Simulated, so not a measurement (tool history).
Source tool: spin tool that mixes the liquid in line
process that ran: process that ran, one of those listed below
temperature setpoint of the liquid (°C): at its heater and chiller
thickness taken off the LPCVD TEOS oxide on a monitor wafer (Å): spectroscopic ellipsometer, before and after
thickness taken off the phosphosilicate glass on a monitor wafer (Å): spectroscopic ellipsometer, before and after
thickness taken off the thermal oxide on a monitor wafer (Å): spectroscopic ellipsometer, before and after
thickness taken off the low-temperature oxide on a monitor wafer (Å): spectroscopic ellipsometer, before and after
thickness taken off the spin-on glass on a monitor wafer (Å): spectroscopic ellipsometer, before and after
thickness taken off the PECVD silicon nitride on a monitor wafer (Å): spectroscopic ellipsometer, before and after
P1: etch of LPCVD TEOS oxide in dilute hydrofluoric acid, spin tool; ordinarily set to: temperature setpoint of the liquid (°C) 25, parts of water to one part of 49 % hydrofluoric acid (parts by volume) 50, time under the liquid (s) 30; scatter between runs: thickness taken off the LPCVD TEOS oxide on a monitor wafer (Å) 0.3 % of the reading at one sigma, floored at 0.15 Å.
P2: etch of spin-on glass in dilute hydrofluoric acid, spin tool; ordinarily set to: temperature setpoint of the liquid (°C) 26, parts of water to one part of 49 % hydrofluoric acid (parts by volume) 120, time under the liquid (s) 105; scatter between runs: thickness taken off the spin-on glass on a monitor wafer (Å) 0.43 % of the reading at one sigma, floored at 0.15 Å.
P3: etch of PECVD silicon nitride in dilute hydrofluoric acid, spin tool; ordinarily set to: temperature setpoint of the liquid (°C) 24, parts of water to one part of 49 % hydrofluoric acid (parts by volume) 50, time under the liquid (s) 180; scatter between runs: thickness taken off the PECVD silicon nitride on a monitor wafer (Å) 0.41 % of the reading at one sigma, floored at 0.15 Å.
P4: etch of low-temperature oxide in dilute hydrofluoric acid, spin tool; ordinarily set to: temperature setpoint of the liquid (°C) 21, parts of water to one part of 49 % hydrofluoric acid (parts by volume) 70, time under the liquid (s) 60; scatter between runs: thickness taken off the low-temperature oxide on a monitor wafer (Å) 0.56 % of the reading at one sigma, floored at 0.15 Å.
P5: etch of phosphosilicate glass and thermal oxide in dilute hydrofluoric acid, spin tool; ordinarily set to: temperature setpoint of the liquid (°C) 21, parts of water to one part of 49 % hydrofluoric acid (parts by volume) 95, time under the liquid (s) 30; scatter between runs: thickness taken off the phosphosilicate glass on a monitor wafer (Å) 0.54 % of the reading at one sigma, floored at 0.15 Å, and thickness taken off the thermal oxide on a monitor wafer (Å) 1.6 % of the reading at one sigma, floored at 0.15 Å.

run,hour,process that ran,temperature setpoint of the liquid (°C),parts of water to one part of 49 % hydrofluoric acid (parts by volume),time under the liquid (s),hours since the thermometer was replaced,hours since the hydrofluoric acid flow meter was replaced,thickness taken off the LPCVD TEOS oxide on a monitor wafer (Å),thickness taken off the phosphosilicate glass on a monitor wafer (Å),thickness taken off the thermal oxide on a monitor wafer (Å),thickness taken off the low-temperature oxide on a monitor wafer (Å),thickness taken off the spin-on glass on a monitor wafer (Å),thickness taken off the PECVD silicon nitride on a monitor wafer (Å)
1,17.4,P1,25,50,30,2131.1,954.6,365.79,,,,,
2,31.4,P1,18,50,15,2145.1,968.6,136.28,,,,,
3,41.8,P5,21,95,15,2155.5,979,,171.71,6.4881,,,
4,54,P4,21,35,60,2167.7,991.2,,,,182.55,,
5,71.4,P1,25,50,30,2185.1,1008.6,364.24,,,,,
6,86,P4,21,70,95,2199.7,1023.2,,,,136.88,,
7,97.9,P2,26,120,105,2211.6,1035.1,,,,,347.07,
8,111.6,P5,21,95,30,2225.3,1048.8,,345.23,13.218,,,
9,126.5,P3,32,50,180,2240.2,1063.7,,,,,,292.05
10,134.2,P1,25,70,30,2247.9,1071.4,254.14,,,,,
11,149.5,P2,26,40,105,2263.2,1086.7,,,,,1159.7,
12,157.5,P4,28.5,70,60,2271.2,1094.7,,,,117.76,,
13,172.2,P5,21,35,30,2285.9,1109.4,,1006.2,38.236,,,
14,181,P1,25,50,30,2294.7,1118.2,365.44,,,,,
15,192,P4,21,70,60,2305.7,1129.2,,,,87.072,,
16,201.3,P5,17,95,30,2315,1138.5,,290.24,11.472,,,
17,216.8,P1,32.5,50,30,2330.5,1154,493.44,,,,,
18,230.5,P1,25,50,30,2344.2,1167.7,366.34,,,,,
19,248,P2,29.5,120,105,2361.7,1185.2,,,,,396.46,
20,259.3,P1,25,50,30,2373,1196.5,367.96,,,,,
21,276.3,P1,25,50,30,2390,1213.5,365.29,,,,,
22,292.8,P1,25,50,30,2406.5,1230,365.93,,,,,
23,304.4,P1,25,50,15,2418.1,1241.6,183.05,,,,,
24,317,P1,25,20,30,2430.7,1254.2,953.34,,,,,
25,333.2,P1,22,75,30,2446.9,1270.4,209.01,,,,,
26,344.4,P1,25,50,45,2458.1,1281.6,546.63,,,,,
27,352.4,P2,26,120,155,2466.1,1289.6,,,,,509.44,
28,368.7,P3,24,50,355,2482.4,1305.9,,,,,,339.14
# hour 372.3: thermometer replaced
29,382.4,P1,17,50,30,10.2,1319.6,260.9,,,,,
30,397,P1,18.5,70,30,24.8,1334.2,194.09,,,,,
31,408,P3,24,90,180,35.8,1345.2,,,,,,97.463
32,416.2,P5,21,95,30,44,1353.4,,342.32,13.18,,,
33,424.7,P3,24,50,180,52.5,1361.9,,,,,,172.89
34,435.2,P1,25,50,30,63,1372.4,365.83,,,,,
35,443,P1,25,50,30,70.8,1380.2,374.85,,,,,
36,454.7,P1,25,50,30,82.5,1391.9,386.33,,,,,
37,466.1,P1,25,50,30,93.9,1403.3,391.32,,,,,
38,482.5,P1,25,50,30,110.3,1419.7,397.49,,,,,
39,490.5,P1,25,50,30,118.3,1427.7,400.74,,,,,
40,502.8,P1,25,50,30,130.6,1440,399.84,,,,,
41,519.5,P1,25,50,30,147.3,1456.7,402.45,,,,,
42,534.5,P1,25,50,30,162.3,1471.7,407.26,,,,,

What P1 gives has crept away from where it was. These 2 causes fit the log equally well, each at the size given:
A: liquid hotter than its thermometer reads (K) = 2.45
B: hydrofluoric acid flow above the setpoint (%) = 9.73
The onset of the drift is placed at about hour 435.2.

Question marks stand in for the results of the 4 check runs listed below, each run on one wafer. Under which run would the listed causes show clearly different results?
check 1,549.5,P3,31.5,50,180,,,,,,,,?
check 2,549.5,P2,26,40,150,,,,,,,?,
check 3,549.5,P4,21,40,60,,,,,,?,,
check 4,549.5,P5,17,40,30,,,,?,?,,,

Predicted outcomes, by check and by cause:
check,result,if A,if B
check 1,thickness taken off the PECVD silicon nitride on a monitor wafer (Å),330.69,310.52
check 2,thickness taken off the spin-on glass on a monitor wafer (Å),1816.7,1814.5
check 3,thickness taken off the low-temperature oxide on a monitor wafer (Å),175.3,174.3
check 4,thickness taken off the phosphosilicate glass on a monitor wafer (Å),813.55,806
check 4,thickness taken off the thermal oxide on a monitor wafer (Å),31.331,31.04
Minimum pairwise separation of causes per check, each pair taken at its best-separating result: check 1 6.29 %; check 2 0.12 %; check 3 0.57 %; check 4 0.93 %
Check 1 distinguishes between the causes, while the remaining checks would return nearly the same result for all of them.

Check 1 was carried out, with these results: thickness taken off the PECVD silicon nitride on a monitor wafer (Å) 330.44. Which of the listed causes is responsible?

A is the cause: liquid hotter than its thermometer reads (K).
